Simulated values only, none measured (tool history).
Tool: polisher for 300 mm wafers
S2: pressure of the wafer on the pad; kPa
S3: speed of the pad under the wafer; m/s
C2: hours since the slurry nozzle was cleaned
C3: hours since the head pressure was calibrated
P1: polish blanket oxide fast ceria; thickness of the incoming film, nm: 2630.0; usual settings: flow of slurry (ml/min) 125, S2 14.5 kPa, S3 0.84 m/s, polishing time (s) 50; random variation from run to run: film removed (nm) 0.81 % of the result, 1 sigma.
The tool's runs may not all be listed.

run 1 hour=4.4 | flow_of_slurry_(ml/min)=125 S2=14.5 S3=0.84 polishing_time_(s)=50 | wafers_polished_on_this_pad=800 C2=358.7 C3=1089.9 | film_removed_(nm)=404.54
run 2 hour=11.3 | flow_of_slurry_(ml/min)=125 S2=14.5 S3=0.84 polishing_time_(s)=50 | wafers_polished_on_this_pad=853 C2=365.6 C3=1096.8 | film_removed_(nm)=403.34
run 3 hour=15.7 | flow_of_slurry_(ml/min)=125 S2=14.5 S3=0.84 polishing_time_(s)=50 | wafers_polished_on_this_pad=887 C2=370 C3=1101.2 | film_removed_(nm)=404.37
run 4 hour=22.7 | flow_of_slurry_(ml/min)=125 S2=14.5 S3=0.84 polishing_time_(s)=50 | wafers_polished_on_this_pad=940 C2=377 C3=1108.2 | film_removed_(nm)=398.88
run 5 hour=28.4 | flow_of_slurry_(ml/min)=175 S2=18.6 S3=0.84 polishing_time_(s)=50 | wafers_polished_on_this_pad=984 C2=382.7 C3=1113.9 | film_removed_(nm)=551.08
run 6 hour=34.7 | flow_of_slurry_(ml/min)=125 S2=14.5 S3=0.84 polishing_time_(s)=50 | wafers_polished_on_this_pad=1032 C2=389 C3=1120.2 | film_removed_(nm)=402.59
run 7 hour=41.7 | flow_of_slurry_(ml/min)=125 S2=22.1 S3=0.84 polishing_time_(s)=50 | wafers_polished_on_this_pad=1086 C2=396 C3=1127.2 | film_removed_(nm)=610.64
run 8 hour=46.8 | flow_of_slurry_(ml/min)=125 S2=7.6 S3=0.84 polishing_time_(s)=50 | wafers_polished_on_this_pad=1125 C2=401.1 C3=1132.3 | film_removed_(nm)=208.82
run 9 hour=54.6 | flow_of_slurry_(ml/min)=80 S2=18.6 S3=0.84 polishing_time_(s)=50 | wafers_polished_on_this_pad=1184 C2=408.9 C3=1140.1 | film_removed_(nm)=458.94
run 10 hour=62.5 | flow_of_slurry_(ml/min)=125 S2=14.5 S3=1.14 polishing_time_(s)=50 | wafers_polished_on_this_pad=1245 C2=416.8 C3=1148 | film_removed_(nm)=543.18
run 11 hour=69.3 | flow_of_slurry_(ml/min)=200 S2=14.5 S3=0.84 polishing_time_(s)=50 | wafers_polished_on_this_pad=1297 C2=423.6 C3=1154.8 | film_removed_(nm)=433.12
run 12 hour=77.4 | flow_of_slurry_(ml/min)=125 S2=14.5 S3=0.84 polishing_time_(s)=25 | wafers_polished_on_this_pad=1359 C2=431.7 C3=1162.9 | film_removed_(nm)=202.14
run 13 hour=82.3 | flow_of_slurry_(ml/min)=125 S2=14.5 S3=0.38 polishing_time_(s)=50 | wafers_polished_on_this_pad=1396 C2=436.6 C3=1167.8 | film_removed_(nm)=183.74
run 14 hour=87 | flow_of_slurry_(ml/min)=85 S2=14.5 S3=0.84 polishing_time_(s)=50 | wafers_polished_on_this_pad=1432 C2=441.3 C3=1172.5 | film_removed_(nm)=366.36
run 15 hour=92.1 | flow_of_slurry_(ml/min)=125 S2=14.5 S3=0.84 polishing_time_(s)=68 | wafers_polished_on_this_pad=1471 C2=446.4 C3=1177.6 | film_removed_(nm)=548.8
run 16 hour=98.7 | flow_of_slurry_(ml/min)=125 S2=14.5 S3=0.84 polishing_time_(s)=50 | wafers_polished_on_this_pad=1522 C2=453 C3=1184.2 | film_removed_(nm)=402.8
run 17 hour=103.9 | flow_of_slurry_(ml/min)=125 S2=14.5 S3=0.84 polishing_time_(s)=50 | wafers_polished_on_this_pad=1561 C2=458.2 C3=1189.4 | film_removed_(nm)=391.36
run 18 hour=110.9 | flow_of_slurry_(ml/min)=125 S2=14.5 S3=0.84 polishing_time_(s)=50 | wafers_polished_on_this_pad=1615 C2=465.2 C3=1196.4 | film_removed_(nm)=390.37

The next listed run, before its measurement:
run 19 hour=118.1 | flow_of_slurry_(ml/min)=125 S2=14.5 S3=0.84 polishing_time_(s)=50 | wafers_polished_on_this_pad=1670 C2=472.4 C3=1203.6 | film_removed_(nm)=?

{"run 19": {"film removed (nm)": 379.09}}

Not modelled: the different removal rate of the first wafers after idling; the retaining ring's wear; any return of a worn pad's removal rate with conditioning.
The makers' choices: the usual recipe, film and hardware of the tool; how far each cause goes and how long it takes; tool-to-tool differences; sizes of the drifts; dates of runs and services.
